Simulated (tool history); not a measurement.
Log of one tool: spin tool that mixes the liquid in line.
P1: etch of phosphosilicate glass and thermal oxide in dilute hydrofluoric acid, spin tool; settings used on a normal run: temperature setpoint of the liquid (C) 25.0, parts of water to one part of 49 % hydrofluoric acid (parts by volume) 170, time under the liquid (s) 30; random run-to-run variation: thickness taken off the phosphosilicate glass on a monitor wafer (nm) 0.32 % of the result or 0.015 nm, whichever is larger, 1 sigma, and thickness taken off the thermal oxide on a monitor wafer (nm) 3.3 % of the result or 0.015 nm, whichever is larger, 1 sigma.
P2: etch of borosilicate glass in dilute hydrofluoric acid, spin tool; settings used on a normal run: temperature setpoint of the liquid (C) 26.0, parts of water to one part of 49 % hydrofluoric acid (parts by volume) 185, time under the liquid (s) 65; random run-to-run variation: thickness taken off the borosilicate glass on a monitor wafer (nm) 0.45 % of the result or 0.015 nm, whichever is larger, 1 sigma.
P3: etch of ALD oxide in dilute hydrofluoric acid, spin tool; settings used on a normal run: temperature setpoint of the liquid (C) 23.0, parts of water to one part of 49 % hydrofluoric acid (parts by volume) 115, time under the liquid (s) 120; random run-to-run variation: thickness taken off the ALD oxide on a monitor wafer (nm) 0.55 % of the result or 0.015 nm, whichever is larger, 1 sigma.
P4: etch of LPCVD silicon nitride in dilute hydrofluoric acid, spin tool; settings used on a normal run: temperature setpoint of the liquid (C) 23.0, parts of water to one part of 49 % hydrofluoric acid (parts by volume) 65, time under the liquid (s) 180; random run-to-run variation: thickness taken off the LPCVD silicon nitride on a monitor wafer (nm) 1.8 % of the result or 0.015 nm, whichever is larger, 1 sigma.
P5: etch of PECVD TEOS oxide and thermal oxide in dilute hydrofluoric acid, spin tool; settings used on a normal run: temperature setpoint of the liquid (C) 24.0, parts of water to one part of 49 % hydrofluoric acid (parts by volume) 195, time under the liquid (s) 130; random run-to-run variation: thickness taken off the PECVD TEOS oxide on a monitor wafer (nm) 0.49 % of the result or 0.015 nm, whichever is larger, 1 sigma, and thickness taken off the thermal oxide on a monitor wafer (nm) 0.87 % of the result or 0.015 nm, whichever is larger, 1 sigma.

run	hour	process that ran	temperature setpoint of the liquid (C)	parts of water to one part of 49 % hydrofluoric acid (parts by volume)	time under the liquid (s)	hours since the thermometer was replaced	hours since the hydrofluoric acid flow meter was replaced	thickness taken off the phosphosilicate glass on a monitor wafer (nm)	thickness taken off the thermal oxide on a monitor wafer (nm)	thickness taken off the borosilicate glass on a monitor wafer (nm)	thickness taken off the PECVD TEOS oxide on a monitor wafer (nm)	thickness taken off the LPCVD silicon nitride on a monitor wafer (nm)	thickness taken off the ALD oxide on a monitor wafer (nm)
1	6.5	P1	25.0	170	30	478.3	728.9	33.936	0.82674				
2	15.5	P2	26.0	185	65	487.3	737.9			11.5640			
3	23.5	P1	25.0	290	30	495.3	745.9	17.515	0.42468				
# hour 28.9: thermometer replaced
4	31.9	P1	25.0	170	30	3.0	754.3	33.984	0.82249				
5	39.9	P5	24.0	90	130	11.0	762.3		6.44780		17.5820		
6	50.4	P2	34.0	185	65	21.5	772.8			15.0360			
7	58.5	P2	26.0	185	125	29.6	780.9			21.8070			
8	68.5	P1	25.0	170	30	39.6	790.9	34.045	0.82783				
9	76.4	P2	26.0	185	65	47.5	798.8			11.4500			
10	86.5	P4	23.0	20	180	57.6	808.9					4.5884	
11	96.0	P3	17.5	115	120	67.1	818.4						23.1850
12	101.0	P5	29.0	195	130	72.1	823.4		3.17080		8.7525		
13	108.5	P3	23.0	205	120	79.6	830.9						14.7180
14	118.2	P1	25.0	55	60	89.3	840.6	242.900	5.77580				
15	127.0	P1	25.0	50	30	98.1	849.4	134.950	3.37860				
16	136.3	P4	23.0	65	180	107.4	858.7					1.5134	
17	143.1	P3	23.0	115	15	114.2	865.5						3.6621
18	149.8	P2	26.0	280	65	120.9	872.2			6.8592			
19	155.5	P1	25.0	170	30	126.6	877.9	34.312	0.83106				
20	164.8	P3	23.0	115	120	135.9	887.2						29.1780
21	173.4	P1	20.0	170	30	144.5	895.8	28.201	0.61467				
22	177.9	P5	24.0	195	70	149.0	900.3		1.48090		3.8700		
23	184.3	P1	25.0	170	30	155.4	906.7	34.241	0.81555				
24	193.5	P5	24.0	195	130	164.6	915.9		2.67080		7.3401		
25	199.0	P4	17.0	65	180	170.1	921.4					0.9497	
26	208.8	P1	32.5	170	30	179.9	931.2	44.832	1.09680				
27	214.4	P1	25.0	170	60	185.5	936.8	68.280	1.53950				
28	219.7	P4	23.0	65	300	190.8	942.1					2.4778	
29	228.0	P1	25.0	170	15	199.1	950.4	17.127	0.39050				
30	236.9	P1	25.0	170	30	208.0	959.3	34.173	0.76004				
31	242.0	P1	25.0	170	30	213.1	964.4	35.374	0.79344				
32	249.7	P1	25.0	170	30	220.8	972.1	35.972	0.83299				
33	256.0	P1	25.0	170	30	227.1	978.4	36.275	0.85786				
34	264.2	P1	25.0	170	30	235.3	986.6	36.617	0.84666				
35	271.0	P1	25.0	170	30	242.1	993.4	36.545	0.87026				
36	275.9	P1	25.0	170	30	247.0	998.3	36.715	0.88079				

Something has made what P1 gives creep away from where it was; the 2 causes below, each at its own stated size, fit the log equally well:
A: hydrofluoric acid flow above the setpoint (%) = 6.11
B: liquid hotter than its thermometer reads (K) = 1.91
The creep began at about hour 236.9.

Consider the 4 check runs below, whose results appear as question marks and each of which averages 5 wafers. Which one distinguishes the causes, in that each cause would give it a clearly different result?
check 1	280.8	P2	26.0	185	120					?			
check 2	280.8	P4	17.5	65	240							?	
check 3	280.8	P3	23.0	200	15								?
check 4	280.8	P5	28.5	100	130				?		?		

Check results expected under each cause:
check	result	if A	if B
check 1	thickness taken off the borosilicate glass on a monitor wafer (nm)	22.6380	22.5820
check 2	thickness taken off the LPCVD silicon nitride on a monitor wafer (nm)	1.4469	1.5611
check 3	thickness taken off the ALD oxide on a monitor wafer (nm)	2.0398	2.0380
check 4	thickness taken off the thermal oxide on a monitor wafer (nm)	7.35710	7.39210
check 4	thickness taken off the PECVD TEOS oxide on a monitor wafer (nm)	20.1200	20.2160
Gap, in per cent, between the two causes that each check separates least, read from the result that separates them most: check 1 0.25 %; check 2 7.59 %; check 3 0.09 %; check 4 0.47 %
Check 2 is the one run that separates the causes; every other check would come out nearly the same whichever cause is at work.

Running check 2 produced the following: thickness taken off the LPCVD silicon nitride on a monitor wafer (nm) 1.4495. Which one of the listed causes fits?

It was cause A: hydrofluoric acid flow above the setpoint (%).
